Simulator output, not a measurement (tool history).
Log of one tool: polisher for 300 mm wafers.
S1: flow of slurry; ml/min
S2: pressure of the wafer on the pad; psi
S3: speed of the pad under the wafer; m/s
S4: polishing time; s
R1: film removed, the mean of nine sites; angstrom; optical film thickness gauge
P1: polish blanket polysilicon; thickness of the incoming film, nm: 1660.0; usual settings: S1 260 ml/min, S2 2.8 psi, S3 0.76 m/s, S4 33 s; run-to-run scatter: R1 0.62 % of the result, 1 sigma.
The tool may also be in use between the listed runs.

Run 1, hour 7.7: S1 260 ml/min, S2 2.8 psi, S3 0.76 m/s, S4 33 s. Result: R1 1971.1 angstrom.
Run 2, hour 18.7: S1 260 ml/min, S2 2.8 psi, S3 0.76 m/s, S4 33 s. Result: R1 1992.9 angstrom.
Run 3, hour 27.4: S1 360 ml/min, S2 2.8 psi, S3 0.76 m/s, S4 33 s. Result: R1 2039.4 angstrom.
Run 4, hour 38: S1 260 ml/min, S2 1.3 psi, S3 0.76 m/s, S4 33 s. Result: R1 920.18 angstrom.
Run 5, hour 48: S1 260 ml/min, S2 1.5 psi, S3 0.76 m/s, S4 47 s. Result: R1 1509.1 angstrom.
Run 6, hour 55.7: S1 260 ml/min, S2 3.6 psi, S3 1 m/s, S4 33 s. Result: R1 3410.2 angstrom.
Run 7, hour 64.6: S1 260 ml/min, S2 2.8 psi, S3 0.76 m/s, S4 33 s. Result: R1 1986.8 angstrom.
Run 8, hour 72.5: S1 260 ml/min, S2 2.8 psi, S3 0.42 m/s, S4 33 s. Result: R1 1097.6 angstrom.
Run 9, hour 82.8: S1 260 ml/min, S2 2.8 psi, S3 0.76 m/s, S4 49 s. Result: R1 2961.3 angstrom.
Run 10, hour 91.5: S1 260 ml/min, S2 2.8 psi, S3 1.18 m/s, S4 33 s. Result: R1 3078.5 angstrom.
Run 11, hour 103.5: S1 260 ml/min, S2 2.8 psi, S3 0.76 m/s, S4 21 s. Result: R1 1261.7 angstrom.
Run 12, hour 116.8: S1 155 ml/min, S2 2.8 psi, S3 0.76 m/s, S4 33 s. Result: R1 1863.3 angstrom.
Run 13, hour 129.7: S1 260 ml/min, S2 2.8 psi, S3 0.76 m/s, S4 33 s. Result: R1 1994.1 angstrom.
Run 14, hour 141.4: S1 260 ml/min, S2 2.8 psi, S3 0.76 m/s, S4 33 s. Result: R1 1993.6 angstrom.
Run 15, hour 153.2: S1 260 ml/min, S2 4.4 psi, S3 0.76 m/s, S4 33 s. Result: R1 3136.4 angstrom.
Run 16, hour 161.4: S1 260 ml/min, S2 2.8 psi, S3 0.76 m/s, S4 33 s. Result: R1 1964.9 angstrom.

The next listed run, before its measurement:
Run 17, hour 171.7: S1 260 ml/min, S2 2.8 psi, S3 0.76 m/s, S4 33 s. Result: R1 ?.

{"run 17": {"R1": 1934.5}}
